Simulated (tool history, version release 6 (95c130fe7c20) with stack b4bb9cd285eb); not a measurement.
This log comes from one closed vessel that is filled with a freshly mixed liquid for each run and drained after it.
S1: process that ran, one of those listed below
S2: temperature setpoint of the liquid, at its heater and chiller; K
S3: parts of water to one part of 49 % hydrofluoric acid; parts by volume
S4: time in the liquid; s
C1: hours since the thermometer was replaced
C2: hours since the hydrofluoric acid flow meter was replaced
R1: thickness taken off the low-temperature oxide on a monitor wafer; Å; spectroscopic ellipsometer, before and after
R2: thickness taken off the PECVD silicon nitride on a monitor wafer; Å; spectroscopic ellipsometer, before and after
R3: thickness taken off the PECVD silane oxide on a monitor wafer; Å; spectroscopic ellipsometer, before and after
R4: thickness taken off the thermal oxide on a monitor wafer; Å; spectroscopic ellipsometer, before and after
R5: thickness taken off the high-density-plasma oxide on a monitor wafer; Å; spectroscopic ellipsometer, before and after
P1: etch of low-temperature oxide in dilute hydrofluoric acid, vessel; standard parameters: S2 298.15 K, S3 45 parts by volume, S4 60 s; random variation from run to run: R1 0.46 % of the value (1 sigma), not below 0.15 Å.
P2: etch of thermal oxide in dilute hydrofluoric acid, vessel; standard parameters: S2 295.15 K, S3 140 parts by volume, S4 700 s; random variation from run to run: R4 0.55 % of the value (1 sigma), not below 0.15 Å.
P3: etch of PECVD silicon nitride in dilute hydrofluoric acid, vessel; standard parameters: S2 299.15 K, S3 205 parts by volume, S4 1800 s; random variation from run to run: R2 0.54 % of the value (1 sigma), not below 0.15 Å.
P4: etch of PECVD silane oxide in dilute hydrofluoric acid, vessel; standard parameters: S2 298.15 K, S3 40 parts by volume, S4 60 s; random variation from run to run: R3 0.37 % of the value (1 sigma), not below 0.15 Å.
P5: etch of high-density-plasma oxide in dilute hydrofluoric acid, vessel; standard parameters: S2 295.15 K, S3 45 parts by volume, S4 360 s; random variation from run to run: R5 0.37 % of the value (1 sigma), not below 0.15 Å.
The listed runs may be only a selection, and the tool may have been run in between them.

run	hour	S1	S2	S3	S4	C1	C2	R1	R2	R3	R4	R5
1	7.9	P1	298.15	45	60	1205.5	298.8	369.29				
2	20.8	P1	298.15	70	60	1218.4	311.7	232.05				
3	37.6	P3	299.15	205	1800	1235.2	328.5		404.19			
4	49.3	P1	298.15	45	60	1246.9	340.2	371.99				
5	62.7	P1	304.15	45	60	1260.3	353.6	469.3				
6	77.7	P3	290.65	205	1800	1275.3	368.6		236.96			
7	85.6	P4	306.15	40	60	1283.2	376.5			358.71		
8	97.4	P1	298.15	45	60	1295	388.3	369.47				
9	111.7	P2	295.15	140	700	1309.3	402.6				212.13	
10	123.1	P3	299.15	205	925	1320.7	414		211.31			
11	138.6	P5	295.15	45	360	1336.2	429.5					576.84
12	155.8	P5	295.15	45	690	1353.4	446.7					1100.5
13	173	P1	298.15	45	60	1370.6	463.9	369.92				
14	186	P4	298.15	70	60	1383.6	476.9			142.91		
15	201.6	P2	295.15	30	700	1399.2	492.5				1145.5	
16	212.8	P1	298.15	45	100	1410.4	503.7	622.41				
17	228.6	P3	299.15	205	1800	1426.2	519.5		409.05			
18	240.9	P5	301.15	45	360	1438.5	531.8					739.01
19	254.1	P2	295.15	140	1150	1451.7	545				349.53	
20	264.3	P1	293.65	45	30	1461.9	555.2	153.27				
# hour 276: hydrofluoric acid flow meter replaced
21	276.5	P1	290.65	45	60	1474.1	0.6	273.34				
22	287.8	P4	298.15	40	110	1485.4	11.9			475.59		
23	296	P4	298.15	40	60	1493.6	20.1			260.79		
24	307.5	P2	303.15	140	700	1505.1	31.6				288.98	
25	323.6	P1	298.15	45	30	1521.2	47.7	186.26				
26	339.6	P5	295.15	20	360	1537.2	63.7					1353
27	354.4	P1	298.15	30	60	1552	78.5	568.2				
28	369.1	P4	298.15	40	60	1566.7	93.2			260.69		
29	378.1	P3	299.15	70	1800	1575.7	102.2		1182.5			
30	396.1	P1	298.15	45	60	1593.7	120.2	373.74				
31	405.6	P1	298.15	45	60	1603.2	129.7	361.8				
32	414.6	P1	298.15	45	60	1612.2	138.7	352.59				
33	423.7	P1	298.15	45	60	1621.3	147.8	346.65				
34	433.6	P1	298.15	45	60	1631.2	157.7	344.06				
35	447.9	P1	298.15	45	60	1645.5	172	337.75				
36	459.5	P1	298.15	45	60	1657.1	183.6	339.04				

What will run 37 give?
37	474.1	P1	298.15	45	60	1671.7	198.2	?				

{"run 37": {"R1": 339.12}}

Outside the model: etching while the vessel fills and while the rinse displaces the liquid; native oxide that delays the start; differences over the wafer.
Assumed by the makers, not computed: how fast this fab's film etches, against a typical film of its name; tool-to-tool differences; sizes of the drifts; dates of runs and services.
